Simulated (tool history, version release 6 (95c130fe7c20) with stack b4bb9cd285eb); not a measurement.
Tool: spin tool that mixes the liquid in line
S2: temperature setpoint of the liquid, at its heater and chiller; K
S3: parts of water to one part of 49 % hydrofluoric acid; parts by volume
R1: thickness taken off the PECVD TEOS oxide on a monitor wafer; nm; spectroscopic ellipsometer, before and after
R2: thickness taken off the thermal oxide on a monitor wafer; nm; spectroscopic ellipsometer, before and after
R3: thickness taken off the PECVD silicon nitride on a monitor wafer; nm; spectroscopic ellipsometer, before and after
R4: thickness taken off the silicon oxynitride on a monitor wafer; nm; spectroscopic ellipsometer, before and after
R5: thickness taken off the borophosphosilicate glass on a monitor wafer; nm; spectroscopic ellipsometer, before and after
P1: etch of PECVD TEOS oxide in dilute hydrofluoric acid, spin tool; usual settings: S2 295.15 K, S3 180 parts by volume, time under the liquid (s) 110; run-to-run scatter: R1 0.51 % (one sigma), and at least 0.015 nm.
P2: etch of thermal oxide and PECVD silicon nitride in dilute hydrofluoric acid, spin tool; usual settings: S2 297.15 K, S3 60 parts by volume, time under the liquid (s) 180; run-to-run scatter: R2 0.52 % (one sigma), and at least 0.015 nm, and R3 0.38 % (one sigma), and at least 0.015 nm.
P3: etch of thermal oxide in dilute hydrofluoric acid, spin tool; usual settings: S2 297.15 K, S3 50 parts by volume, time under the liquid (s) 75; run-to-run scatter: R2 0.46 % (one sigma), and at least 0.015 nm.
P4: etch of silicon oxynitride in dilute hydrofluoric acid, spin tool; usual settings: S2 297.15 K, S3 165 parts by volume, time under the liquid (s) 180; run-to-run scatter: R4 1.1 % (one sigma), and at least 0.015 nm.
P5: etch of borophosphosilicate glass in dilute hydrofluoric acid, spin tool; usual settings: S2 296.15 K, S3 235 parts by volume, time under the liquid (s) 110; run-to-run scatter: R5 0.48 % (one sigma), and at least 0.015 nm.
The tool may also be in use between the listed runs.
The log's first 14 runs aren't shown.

Run 15, hour 129.1: process that ran P5, S2 296.15 K, S3 235 parts by volume, time under the liquid (s) 110. Result: R5 21.069 nm.
Run 16, hour 140.8: process that ran P4, S2 297.15 K, S3 165 parts by volume, time under the liquid (s) 295. Result: R4 2.9890 nm.
Run 17, hour 151.9: process that ran P5, S2 296.15 K, S3 235 parts by volume, time under the liquid (s) 110. Result: R5 20.998 nm.
Run 18, hour 158.9: process that ran P1, S2 295.15 K, S3 180 parts by volume, time under the liquid (s) 185. Result: R1 14.4700 nm.
Run 19, hour 170.7: process that ran P3, S2 297.15 K, S3 85 parts by volume, time under the liquid (s) 75. Result: R2 4.1815 nm.
Run 20, hour 177.6: process that ran P1, S2 295.15 K, S3 180 parts by volume, time under the liquid (s) 60. Result: R1 4.7003 nm.
Run 21, hour 183.9: process that ran P2, S2 297.15 K, S3 60 parts by volume, time under the liquid (s) 45. Result: R2 3.6755 nm, R3 2.1356 nm.
Run 22, hour 190.9: process that ran P3, S2 297.15 K, S3 50 parts by volume, time under the liquid (s) 15. Result: R2 1.5127 nm.
Run 23, hour 198.5: process that ran P1, S2 299.65 K, S3 180 parts by volume, time under the liquid (s) 110. Result: R1 10.1410 nm.
Run 24, hour 209.5: process that ran P1, S2 295.15 K, S3 85 parts by volume, time under the liquid (s) 110. Result: R1 20.1200 nm.

Run 25 comes next. What will it give?
Run 25, hour 216.7: process that ran P1, S2 295.15 K, S3 180 parts by volume, time under the liquid (s) 110. Result: R1 ?.

{"run 25": {"R1": 8.6124}}

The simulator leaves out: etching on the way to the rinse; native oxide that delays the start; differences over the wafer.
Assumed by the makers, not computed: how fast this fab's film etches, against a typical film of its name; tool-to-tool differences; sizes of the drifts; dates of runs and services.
